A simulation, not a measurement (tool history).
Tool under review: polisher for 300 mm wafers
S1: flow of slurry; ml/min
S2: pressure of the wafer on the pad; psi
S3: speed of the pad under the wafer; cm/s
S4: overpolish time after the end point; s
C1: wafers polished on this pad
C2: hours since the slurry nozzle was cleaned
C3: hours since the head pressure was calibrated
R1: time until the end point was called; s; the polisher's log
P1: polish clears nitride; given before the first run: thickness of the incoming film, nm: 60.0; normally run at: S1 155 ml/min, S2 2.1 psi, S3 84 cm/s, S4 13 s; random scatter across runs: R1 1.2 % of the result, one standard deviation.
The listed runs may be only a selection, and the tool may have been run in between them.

run 1 hour=13.9 | S1=155 S2=2.1 S3=84 S4=13 | C1=297 C2=108.1 C3=277.8 | R1=96.116
run 2 hour=30 | S1=205 S2=2.1 S3=84 S4=4 | C1=440 C2=124.2 C3=293.9 | R1=89.991
run 3 hour=47.4 | S1=155 S2=2.1 S3=84 S4=7 | C1=595 C2=141.6 C3=311.3 | R1=94.386
run 4 hour=60.5 | S1=155 S2=2.1 S3=84 S4=13 | C1=712 C2=154.7 C3=324.4 | R1=93.579
run 5 hour=69.9 | S1=155 S2=3.1 S3=84 S4=13 | C1=796 C2=164.1 C3=333.8 | R1=63.94
run 6 hour=79.3 | S1=155 S2=0.9 S3=84 S4=13 | C1=880 C2=173.5 C3=343.2 | R1=220.38
run 7 hour=93.3 | S1=155 S2=2.1 S3=60 S4=13 | C1=1004 C2=187.5 C3=357.2 | R1=131.22
run 8 hour=110.2 | S1=155 S2=2.1 S3=84 S4=13 | C1=1155 C2=204.4 C3=374.1 | R1=93.07
run 9 hour=127.1 | S1=155 S2=2.1 S3=84 S4=13 | C1=1306 C2=221.3 C3=391 | R1=94.832
run 10 hour=141.7 | S1=155 S2=2.1 S3=84 S4=13 | C1=1436 C2=235.9 C3=405.6 | R1=94.07
run 11 hour=150.5 | S1=240 S2=2.1 S3=84 S4=13 | C1=1514 C2=244.7 C3=414.4 | R1=89.187
run 12 hour=168.1 | S1=155 S2=2.1 S3=126 S4=13 | C1=1671 C2=262.3 C3=432 | R1=63
run 13 hour=178.5 | S1=155 S2=2.1 S3=84 S4=25 | C1=1764 C2=272.7 C3=442.4 | R1=94.019
run 14 hour=194.8 | S1=95 S2=2.1 S3=84 S4=13 | C1=1909 C2=289 C3=458.7 | R1=103.75
run 15 hour=209.6 | S1=155 S2=2.1 S3=84 S4=13 | C1=2041 C2=303.8 C3=473.5 | R1=93.109
run 16 hour=218.1 | S1=155 S2=2.1 S3=84 S4=13 | C1=2117 C2=312.3 C3=482 | R1=94.272
run 17 hour=236.5 | S1=155 S2=2.1 S3=84 S4=13 | C1=2281 C2=330.7 C3=500.4 | R1=99.22
run 18 hour=245.7 | S1=155 S2=2.1 S3=84 S4=13 | C1=2363 C2=339.9 C3=509.6 | R1=98.547
run 19 hour=257.5 | S1=155 S2=2.1 S3=84 S4=13 | C1=2468 C2=351.7 C3=521.4 | R1=100.78
run 20 hour=266.8 | S1=155 S2=2.1 S3=84 S4=13 | C1=2551 C2=361 C3=530.7 | R1=100.83
run 21 hour=283.1 | S1=155 S2=2.1 S3=84 S4=13 | C1=2697 C2=377.3 C3=547 | R1=99.748
-- hour=285 head pressure recalibrated
run 22 hour=292.7 | S1=155 S2=2.1 S3=84 S4=13 | C1=2782 C2=386.9 C3=7.8 | R1=100.82
run 23 hour=306.2 | S1=155 S2=2.1 S3=84 S4=13 | C1=2903 C2=400.4 C3=21.3 | R1=101.53
run 24 hour=316.1 | S1=155 S2=2.1 S3=84 S4=13 | C1=2991 C2=410.3 C3=31.2 | R1=100.37

What P1 gives has crept away from where it was. These 2 causes fit the log equally well, each at the size given:
A: removal rate lost through wear of the pad, % = 7.17
B: slurry flow missing at the pad, % = 31.3
The gradual shift began around hour 209.6.
Each remaining cause and why it is not a fit:
head's pressure below its setpoint, %: was serviced at hour 285, once the creep was under way, yet the earlier output never came back

The list below offers 4 check runs, each averaging the results of 5 wafers, and shows each result as a question mark. For which of them would the listed causes give clearly different results?
run check 1 hour=326 | S1=155 S2=2.7 S3=84 S4=24 | R1=?
run check 2 hour=326 | S1=95 S2=2.1 S3=112 S4=13 | R1=?
run check 3 hour=326 | S1=155 S2=1.1 S3=62 S4=13 | R1=?
run check 4 hour=326 | S1=155 S2=2.8 S3=84 S4=22 | R1=?

Check results expected under each cause:
check=check_1 result=R1 if_A=79.157 if_B=79.161
check=check_2 result=R1 if_A=84.572 if_B=88.038
check=check_3 result=R1 if_A=263.24 if_B=263.25
check=check_4 result=R1 if_A=76.33 if_B=76.334
Minimum pairwise separation of causes per check, each pair taken at its best-separating result: check 1 0.01 %; check 2 4.02 %; check 3 0.01 %; check 4 0.01 %
The causes can be told apart only by check 2. The other checks would give nearly the same results under each of them.

With check 2 done, the readings were: R1 84.895 s. Identify which of the listed causes applies.

A is the cause: removal rate lost through wear of the pad, %.
